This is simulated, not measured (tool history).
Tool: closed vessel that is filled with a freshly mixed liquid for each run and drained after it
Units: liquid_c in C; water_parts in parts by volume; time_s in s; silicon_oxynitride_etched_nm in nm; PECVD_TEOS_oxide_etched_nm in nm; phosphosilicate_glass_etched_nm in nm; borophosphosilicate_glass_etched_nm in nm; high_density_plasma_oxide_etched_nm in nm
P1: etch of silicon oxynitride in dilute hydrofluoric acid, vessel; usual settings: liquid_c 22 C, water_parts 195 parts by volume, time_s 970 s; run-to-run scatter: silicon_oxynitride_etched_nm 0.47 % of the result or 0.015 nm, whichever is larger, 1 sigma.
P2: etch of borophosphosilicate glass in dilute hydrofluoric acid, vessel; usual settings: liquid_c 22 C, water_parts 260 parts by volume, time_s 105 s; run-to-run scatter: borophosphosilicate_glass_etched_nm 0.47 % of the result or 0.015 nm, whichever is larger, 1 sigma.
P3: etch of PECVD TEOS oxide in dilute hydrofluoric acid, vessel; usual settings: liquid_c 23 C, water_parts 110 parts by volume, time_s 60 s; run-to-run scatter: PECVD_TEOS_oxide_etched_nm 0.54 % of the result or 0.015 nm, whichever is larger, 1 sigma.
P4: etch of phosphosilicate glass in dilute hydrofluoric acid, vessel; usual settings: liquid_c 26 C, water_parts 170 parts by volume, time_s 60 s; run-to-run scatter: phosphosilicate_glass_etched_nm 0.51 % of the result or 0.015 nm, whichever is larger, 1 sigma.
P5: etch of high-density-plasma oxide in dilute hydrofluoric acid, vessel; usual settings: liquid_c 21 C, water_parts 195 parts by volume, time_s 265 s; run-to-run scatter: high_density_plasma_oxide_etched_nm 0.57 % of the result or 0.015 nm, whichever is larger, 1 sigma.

| run | hour | process | liquid_c | water_parts | time_s | silicon_oxynitride_etched_nm | PECVD_TEOS_oxide_etched_nm | phosphosilicate_glass_etched_nm | borophosphosilicate_glass_etched_nm | high_density_plasma_oxide_etched_nm |
|---|---|---|---|---|---|---|---|---|---|---|
| 1 | 7.5 | P1 | 22 | 195 | 970 | 6.1017 |  |  |  |  |
| 2 | 16.1 | P1 | 17 | 195 | 970 | 4.8228 |  |  |  |  |
| 3 | 21.7 | P1 | 22 | 195 | 970 | 6.0844 |  |  |  |  |
| 4 | 33.6 | P1 | 22 | 195 | 970 | 6.0511 |  |  |  |  |
| 5 | 46.1 | P3 | 18.5 | 110 | 60 |  | 8.7309 |  |  |  |
| 6 | 51.6 | P1 | 27 | 195 | 970 | 7.6326 |  |  |  |  |
| 7 | 62.3 | P4 | 26 | 170 | 60 |  |  | 34.894 |  |  |
| 8 | 74.1 | P2 | 22 | 455 | 105 |  |  |  | 3.7744 |  |
| 9 | 80.4 | P1 | 22 | 85 | 450 | 7.0141 |  |  |  |  |
| 10 | 92.7 | P1 | 22 | 195 | 210 | 1.3356 |  |  |  |  |
| 11 | 100.5 | P1 | 22 | 195 | 970 | 6.1115 |  |  |  |  |
| 12 | 109.5 | P5 | 21 | 195 | 265 |  |  |  |  | 8.2423 |
| 13 | 119.6 | P4 | 26 | 170 | 110 |  |  | 64.361 |  |  |
|  | 120.1 | hydrofluoric acid flow meter replaced |
| 14 | 131.4 | P3 | 23 | 110 | 60 |  | 10.596 |  |  |  |
| 15 | 141.8 | P2 | 22 | 260 | 180 |  |  |  | 13.661 |  |
| 16 | 151.1 | P3 | 23 | 110 | 105 |  | 18.547 |  |  |  |
| 17 | 161.8 | P1 | 22 | 195 | 970 | 6.114 |  |  |  |  |
| 18 | 173.5 | P1 | 22 | 195 | 970 | 6.1612 |  |  |  |  |
| 19 | 185.1 | P1 | 22 | 330 | 970 | 3.2794 |  |  |  |  |
| 20 | 194.5 | P3 | 23 | 175 | 60 |  | 6.2078 |  |  |  |
| 21 | 206 | P1 | 22 | 105 | 970 | 12.141 |  |  |  |  |
| 22 | 212.3 | P1 | 22 | 195 | 1830 | 11.438 |  |  |  |  |
| 23 | 219.6 | P5 | 21 | 195 | 265 |  |  |  |  | 8.1906 |
| 24 | 231.3 | P2 | 17 | 260 | 105 |  |  |  | 6.5081 |  |
| 25 | 240.8 | P1 | 22 | 350 | 315 | 1.0104 |  |  |  |  |
| 26 | 251.4 | P4 | 30 | 170 | 60 |  |  | 40.452 |  |  |
| 27 | 262.6 | P5 | 21 | 40 | 265 |  |  |  |  | 47.572 |
| 28 | 270.4 | P5 | 24.5 | 195 | 265 |  |  |  |  | 9.3464 |
| 29 | 280.4 | P1 | 28.5 | 110 | 970 | 15.461 |  |  |  |  |
| 30 | 286 | P2 | 22 | 260 | 105 |  |  |  | 7.791 |  |
| 31 | 293.4 | P1 | 22 | 195 | 970 | 6.126 |  |  |  |  |
| 32 | 304.6 | P5 | 21 | 195 | 465 |  |  |  |  | 14.474 |
| 33 | 312.5 | P4 | 26 | 60 | 60 |  |  | 113.65 |  |  |
| 34 | 318.5 | P1 | 22 | 195 | 970 | 6.1477 |  |  |  |  |
| 35 | 330.6 | P1 | 22 | 195 | 970 | 6.3862 |  |  |  |  |
| 36 | 338.1 | P1 | 22 | 195 | 970 | 6.5042 |  |  |  |  |
| 37 | 345.9 | P1 | 22 | 195 | 970 | 6.5788 |  |  |  |  |
| 38 | 356.1 | P1 | 22 | 195 | 970 | 6.622 |  |  |  |  |
| 39 | 365.1 | P1 | 22 | 195 | 970 | 6.6614 |  |  |  |  |
| 40 | 376.4 | P1 | 22 | 195 | 970 | 6.7597 |  |  |  |  |
| 41 | 385.6 | P1 | 22 | 195 | 970 | 6.7358 |  |  |  |  |
| 42 | 391.7 | P1 | 22 | 195 | 970 | 6.7683 |  |  |  |  |
| 43 | 397.8 | P1 | 22 | 195 | 970 | 6.7492 |  |  |  |  |
| 44 | 404.5 | P1 | 22 | 195 | 970 | 6.7774 |  |  |  |  |

What P1 gives has crept away from where it was. These 2 causes fit the log equally well, each at the size given:
A: hydrofluoric acid flow above the setpoint (%) = 10.1
B: liquid hotter than its thermometer reads (K) = 2.42
The creep began at about hour 318.5.

4 check runs are offered, one wafer each, their results left as question marks. Which one tells the causes apart?
| check 1 | 411.2 | P5 | 21 | 50 | 265 |  |  |  |  | ? |
| check 2 | 411.2 | P4 | 26 | 70 | 105 |  |  | ? |  |  |
| check 3 | 411.2 | P3 | 19.5 | 110 | 60 |  | ? |  |  |  |
| check 4 | 411.2 | P2 | 22 | 430 | 105 |  |  |  | ? |  |

What each check would give under each cause:
| check | result | if A | if B |
|---|---|---|---|
| check 1 | high_density_plasma_oxide_etched_nm | 41.614 | 41.574 |
| check 2 | phosphosilicate_glass_etched_nm | 186.11 | 184.36 |
| check 3 | PECVD_TEOS_oxide_etched_nm | 10.225 | 10.132 |
| check 4 | borophosphosilicate_glass_etched_nm | 4.6681 | 4.4369 |
How far apart the two closest causes lie, in the result that separates them most: check 1 0.09 %; check 2 0.95 %; check 3 0.91 %; check 4 5.08 %
Only check 4 tells the causes apart: in the others they would give nearly the same result.

Then check 4 was run and gave: borophosphosilicate_glass_etched_nm 4.4349 nm. Which cause is it?

It is B: liquid hotter than its thermometer reads (K).

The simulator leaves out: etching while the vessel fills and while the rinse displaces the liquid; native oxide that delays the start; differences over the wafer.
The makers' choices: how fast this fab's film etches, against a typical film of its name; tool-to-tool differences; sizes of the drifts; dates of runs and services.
